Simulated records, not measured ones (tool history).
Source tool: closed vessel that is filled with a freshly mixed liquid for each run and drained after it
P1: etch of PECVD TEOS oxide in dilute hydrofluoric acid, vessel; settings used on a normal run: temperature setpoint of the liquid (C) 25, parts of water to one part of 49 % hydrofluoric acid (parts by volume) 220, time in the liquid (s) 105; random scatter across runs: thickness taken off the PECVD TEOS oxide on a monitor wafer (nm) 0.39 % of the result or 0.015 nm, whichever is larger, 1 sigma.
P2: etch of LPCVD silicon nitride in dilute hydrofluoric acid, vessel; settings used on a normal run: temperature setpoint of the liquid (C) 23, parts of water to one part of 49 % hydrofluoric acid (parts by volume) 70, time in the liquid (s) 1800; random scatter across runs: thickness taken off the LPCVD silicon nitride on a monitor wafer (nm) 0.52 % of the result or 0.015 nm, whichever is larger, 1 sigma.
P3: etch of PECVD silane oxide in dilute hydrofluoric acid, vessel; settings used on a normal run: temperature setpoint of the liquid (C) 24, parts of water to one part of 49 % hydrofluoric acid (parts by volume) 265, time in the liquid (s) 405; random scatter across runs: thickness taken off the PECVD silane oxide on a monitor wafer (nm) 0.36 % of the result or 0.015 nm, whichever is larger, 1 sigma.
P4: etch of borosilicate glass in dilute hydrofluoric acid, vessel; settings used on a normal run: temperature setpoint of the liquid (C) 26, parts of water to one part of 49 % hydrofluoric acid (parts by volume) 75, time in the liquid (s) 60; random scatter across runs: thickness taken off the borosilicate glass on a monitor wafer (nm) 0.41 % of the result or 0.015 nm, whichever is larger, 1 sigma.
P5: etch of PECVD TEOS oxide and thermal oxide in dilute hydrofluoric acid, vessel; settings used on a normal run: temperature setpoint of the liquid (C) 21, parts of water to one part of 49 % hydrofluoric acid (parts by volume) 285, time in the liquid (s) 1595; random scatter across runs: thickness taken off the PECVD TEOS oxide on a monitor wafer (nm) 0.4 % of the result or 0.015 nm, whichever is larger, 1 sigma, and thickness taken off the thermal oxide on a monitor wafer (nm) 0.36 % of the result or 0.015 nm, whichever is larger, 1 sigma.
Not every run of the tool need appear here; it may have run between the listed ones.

| run | day | process that ran | temperature setpoint of the liquid (C) | parts of water to one part of 49 % hydrofluoric acid (parts by volume) | time in the liquid (s) | thickness taken off the PECVD TEOS oxide on a monitor wafer (nm) | thickness taken off the PECVD silane oxide on a monitor wafer (nm) | thickness taken off the LPCVD silicon nitride on a monitor wafer (nm) | thickness taken off the borosilicate glass on a monitor wafer (nm) | thickness taken off the thermal oxide on a monitor wafer (nm) |
|---|---|---|---|---|---|---|---|---|---|---|
| 1 | 0.217 | P1 | 25 | 220 | 105 | 7.6157 |  |  |  |  |
| 2 | 0.504 | P3 | 24 | 265 | 405 |  | 24.039 |  |  |  |
| 3 | 0.771 | P3 | 31 | 265 | 405 |  | 30.448 |  |  |  |
| 4 | 1.083 | P1 | 25 | 320 | 105 | 4.7424 |  |  |  |  |
| 5 | 1.329 | P3 | 24 | 375 | 405 |  | 15.240 |  |  |  |
| 6 | 1.542 | P2 | 23 | 120 | 1800 |  |  | 7.3565 |  |  |
| 7 | 1.850 | P1 | 17 | 220 | 105 | 5.6327 |  |  |  |  |
| 8 | 2.083 | P1 | 25 | 220 | 30 | 2.1678 |  |  |  |  |
| 9 | 2.233 | P1 | 25 | 220 | 105 | 7.6094 |  |  |  |  |
| 10 | 2.467 | P2 | 23 | 70 | 1800 |  |  | 12.4320 |  |  |
| 11 | 2.638 | P1 | 25 | 220 | 105 | 7.6149 |  |  |  |  |
| 12 | 2.958 | P1 | 25 | 350 | 205 | 8.2131 |  |  |  |  |
| 13 | 3.221 | P1 | 29 | 220 | 105 | 8.8064 |  |  |  |  |
| 14 | 3.371 | P4 | 34 | 75 | 60 |  |  |  | 29.860 |  |
| 15 | 3.638 | P5 | 21 | 285 | 1595 | 43.8870 |  |  |  | 19.0200 |
| 16 | 3.825 | P5 | 21 | 165 | 1595 | 84.7790 |  |  |  | 36.6920 |
| 17 | 4.158 | P2 | 23 | 70 | 1800 |  |  | 12.4600 |  |  |
| 18 | 4.338 | P1 | 25 | 220 | 105 | 7.6356 |  |  |  |  |
| 19 | 4.546 | P3 | 24 | 265 | 710 |  | 42.232 |  |  |  |
| 20 | 4.767 | P2 | 31 | 70 | 1800 |  |  | 20.9130 |  |  |
| 21 | 5.058 | P1 | 25 | 85 | 105 | 23.1140 |  |  |  |  |
| 22 | 5.296 | P5 | 21 | 285 | 90 | 2.4770 |  |  |  | 1.0768 |
| 23 | 5.629 | P1 | 25 | 220 | 170 | 12.3100 |  |  |  |  |
| 24 | 5.892 | P4 | 26 | 75 | 105 |  |  |  | 38.380 |  |
| 25 | 6.162 | P4 | 26 | 125 | 60 |  |  |  | 12.425 |  |
| 26 | 6.329 | P1 | 25 | 220 | 105 | 7.5855 |  |  |  |  |
| 27 | 6.546 | P5 | 21 | 285 | 1595 | 43.6380 |  |  |  | 19.1480 |
| 28 | 6.717 | P4 | 26 | 75 | 60 |  |  |  | 22.065 |  |
| 29 | 6.888 | P2 | 23 | 70 | 470 |  |  | 3.3000 |  |  |
| 30 | 7.217 | P1 | 25 | 220 | 105 | 7.6315 |  |  |  |  |
| 31 | 7.504 | P1 | 25 | 385 | 200 | 7.0167 |  |  |  |  |
| 32 | 7.767 | P5 | 17 | 285 | 1595 | 37.7750 |  |  |  | 16.3630 |
| 33 | 8.079 | P3 | 24 | 265 | 405 |  | 24.185 |  |  |  |
| 34 | 8.342 | P1 | 25 | 220 | 105 | 7.6052 |  |  |  |  |
| 35 | 8.679 | P1 | 25 | 220 | 105 | 7.4546 |  |  |  |  |
| 36 | 8.979 | P1 | 25 | 220 | 105 | 7.2465 |  |  |  |  |
| 37 | 9.321 | P1 | 25 | 220 | 105 | 7.1738 |  |  |  |  |
| 38 | 9.646 | P1 | 25 | 220 | 105 | 7.0601 |  |  |  |  |
| 39 | 9.875 | P1 | 25 | 220 | 105 | 7.1120 |  |  |  |  |
| 40 | 10.062 | P1 | 25 | 220 | 105 | 7.0636 |  |  |  |  |
| 41 | 10.262 | P1 | 25 | 220 | 105 | 7.0043 |  |  |  |  |
| 42 | 10.529 | P1 | 25 | 220 | 105 | 7.0031 |  |  |  |  |
| 43 | 10.842 | P1 | 25 | 220 | 105 | 6.9962 |  |  |  |  |
| 44 | 11.021 | P1 | 25 | 220 | 105 | 7.0099 |  |  |  |  |
| 45 | 11.212 | P1 | 25 | 220 | 105 | 7.0165 |  |  |  |  |

What P1 gives has crept away from where it was. These 2 causes fit the log equally well, each at the size given:
A: hydrofluoric acid flow below the setpoint (%) = 6.5
B: liquid colder than its thermometer reads (K) = 2.29
Creep in the process output first set in at about day 8.342.

Below are 4 check runs, each on a single wafer, with their results shown as question marks. Which of them would tell the listed causes apart, meaning the causes would give clearly different results under it?
| check 1 | 11.404 | P3 | 27.0 | 265 | 405 |  | ? |  |  |  |
| check 2 | 11.404 | P4 | 26.0 | 125 | 60 |  |  |  | ? |  |
| check 3 | 11.404 | P5 | 21.0 | 285 | 110 | ? |  |  |  | ? |
| check 4 | 11.404 | P2 | 30.5 | 70 | 535 |  |  | ? |  |  |

Check results expected under each cause:
| check | result | if A | if B |
|---|---|---|---|
| check 1 | thickness taken off the PECVD silane oxide on a monitor wafer (nm) | 24.391 | 24.571 |
| check 2 | thickness taken off the borosilicate glass on a monitor wafer (nm) | 11.446 | 11.327 |
| check 3 | thickness taken off the PECVD TEOS oxide on a monitor wafer (nm) | 2.7819 | 2.7845 |
| check 3 | thickness taken off the thermal oxide on a monitor wafer (nm) | 1.2015 | 1.2026 |
| check 4 | thickness taken off the LPCVD silicon nitride on a monitor wafer (nm) | 5.6653 | 5.2322 |
Minimum pairwise separation of causes per check, each pair taken at its best-separating result: check 1 0.73 %; check 2 1.05 %; check 3 0.09 %; check 4 7.95 %
Only in check 4 would the causes give clearly different results; in the remaining checks their results would be nearly the same.

Running check 4 produced the following: thickness taken off the LPCVD silicon nitride on a monitor wafer (nm) 5.6469. Which one of the listed causes fits?

The cause is A: hydrofluoric acid flow below the setpoint (%).
